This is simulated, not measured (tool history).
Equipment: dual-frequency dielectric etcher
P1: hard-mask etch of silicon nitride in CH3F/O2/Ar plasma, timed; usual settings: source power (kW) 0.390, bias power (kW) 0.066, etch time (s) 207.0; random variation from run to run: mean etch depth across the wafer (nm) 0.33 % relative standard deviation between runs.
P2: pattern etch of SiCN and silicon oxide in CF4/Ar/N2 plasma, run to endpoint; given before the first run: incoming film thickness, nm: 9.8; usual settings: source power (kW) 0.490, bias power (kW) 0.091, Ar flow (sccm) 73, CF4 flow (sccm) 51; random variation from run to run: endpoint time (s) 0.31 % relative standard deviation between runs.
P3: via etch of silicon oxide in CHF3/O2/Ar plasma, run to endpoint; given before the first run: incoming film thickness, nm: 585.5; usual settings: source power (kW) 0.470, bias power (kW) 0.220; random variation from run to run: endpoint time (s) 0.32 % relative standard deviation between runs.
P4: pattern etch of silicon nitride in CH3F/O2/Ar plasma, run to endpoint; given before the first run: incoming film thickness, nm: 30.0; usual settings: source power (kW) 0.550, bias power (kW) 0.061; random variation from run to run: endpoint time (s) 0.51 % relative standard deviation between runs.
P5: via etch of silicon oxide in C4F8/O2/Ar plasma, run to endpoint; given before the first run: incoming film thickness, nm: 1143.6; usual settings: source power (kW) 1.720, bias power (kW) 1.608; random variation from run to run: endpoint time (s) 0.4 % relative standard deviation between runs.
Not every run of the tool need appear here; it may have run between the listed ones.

| run | day | process that ran | source power (kW) | bias power (kW) | etch time (s) | Ar flow (sccm) | CF4 flow (sccm) | hours since the last wet clean | hours since the last source power generator calibration | hours since the last bias power generator calibration | mean etch depth across the wafer (nm) | endpoint time (s) |
|---|---|---|---|---|---|---|---|---|---|---|---|---|
| 1 | 0.350 | P1 | 0.390 | 0.066 | 207.0 |  |  | 234.6 | 1915.5 | 1182.9 | 142.000 |  |
| 2 | 0.529 | P3 | 0.470 | 0.309 |  |  |  | 238.9 | 1919.8 | 1187.2 |  | 268.4000 |
| 3 | 0.725 | P5 | 1.020 | 1.608 |  |  |  | 243.6 | 1924.5 | 1191.9 |  | 320.0200 |
| 4 | 1.042 | P1 | 0.390 | 0.066 | 207.0 |  |  | 251.2 | 1932.1 | 1199.5 | 141.660 |  |
| 5 | 1.262 | P2 | 0.490 | 0.064 |  | 73 | 51 | 256.5 | 1937.4 | 1204.8 |  | 11.0650 |
| 6 | 1.579 | P4 | 0.550 | 0.061 |  |  |  | 264.1 | 1945.0 | 1212.4 |  | 41.6320 |
| 7 | 1.929 | P2 | 0.490 | 0.091 |  | 73 | 40 | 272.5 | 1953.4 | 1220.8 |  | 10.1800 |
| 8 | 2.150 | P5 | 1.720 | 1.608 |  |  |  | 277.8 | 1958.7 | 1226.1 |  | 261.8900 |
| 9 | 2.338 | P3 | 0.470 | 0.220 |  |  |  | 282.3 | 1963.2 | 1230.6 |  | 303.2900 |
| 10 | 2.625 | P1 | 0.390 | 0.066 | 207.0 |  |  | 289.2 | 1970.1 | 1237.5 | 142.200 |  |
| 11 | 2.867 | P2 | 0.490 | 0.091 |  | 73 | 51 | 295.0 | 1975.9 | 1243.3 |  | 9.8071 |
| 12 | 3.050 | P4 | 0.550 | 0.078 |  |  |  | 299.4 | 1980.3 | 1247.7 |  | 38.4080 |
| 13 | 3.212 | P1 | 0.540 | 0.066 | 207.0 |  |  | 303.3 | 1984.2 | 1251.6 | 159.620 |  |
| 14 | 3.550 | P2 | 0.490 | 0.091 |  | 73 | 51 | 311.4 | 1992.3 | 1259.7 |  | 9.8408 |
| 15 | 3.754 | P2 | 0.290 | 0.091 |  | 73 | 51 | 316.3 | 1997.2 | 1264.6 |  | 15.5670 |
| 16 | 3.942 | P1 | 0.390 | 0.078 | 207.0 |  |  | 320.8 | 2001.7 | 1269.1 | 150.610 |  |
| 17 | 4.183 | P5 | 1.720 | 1.945 |  |  |  | 326.6 | 2007.5 | 1274.9 |  | 247.9600 |
| 18 | 4.396 | P1 | 0.230 | 0.066 | 114.0 |  |  | 331.7 | 2012.6 | 1280.0 | 64.065 |  |
| 19 | 4.588 | P1 | 0.390 | 0.066 | 114.0 |  |  | 336.3 | 2017.2 | 1284.6 | 78.179 |  |
| 20 | 4.804 | P1 | 0.290 | 0.066 | 207.0 |  |  | 341.5 | 2022.4 | 1289.8 | 126.700 |  |
| 21 | 5.104 | P1 | 0.390 | 0.052 | 278.0 |  |  | 348.7 | 2029.6 | 1297.0 | 177.000 |  |
| 22 | 5.396 | P1 | 0.390 | 0.066 | 287.0 |  |  | 355.7 | 2036.6 | 1304.0 | 196.960 |  |
| 23 | 5.612 | P1 | 0.390 | 0.066 | 207.0 |  |  | 360.9 | 2041.8 | 1309.2 | 140.900 |  |
| 24 | 5.867 | P1 | 0.390 | 0.053 | 207.0 |  |  | 367.0 | 2047.9 | 1315.3 | 132.210 |  |
| 25 | 6.033 | P1 | 0.390 | 0.077 | 252.5 |  |  | 371.0 | 2051.9 | 1319.3 | 182.130 |  |
| 26 | 6.367 | P2 | 0.490 | 0.091 |  | 56 | 51 | 379.0 | 2059.9 | 1327.3 |  | 9.5373 |
| 27 | 6.562 | P1 | 0.390 | 0.066 | 207.0 |  |  | 383.7 | 2064.6 | 1332.0 | 142.340 |  |

For run 28, what comes out?
| 28 | 6.896 | P1 | 0.390 | 0.066 | 207.0 |  |  | 391.7 | 2072.6 | 1340.0 | ? |  |

{"run 28": {"mean etch depth across the wafer (nm)": 142.78}}
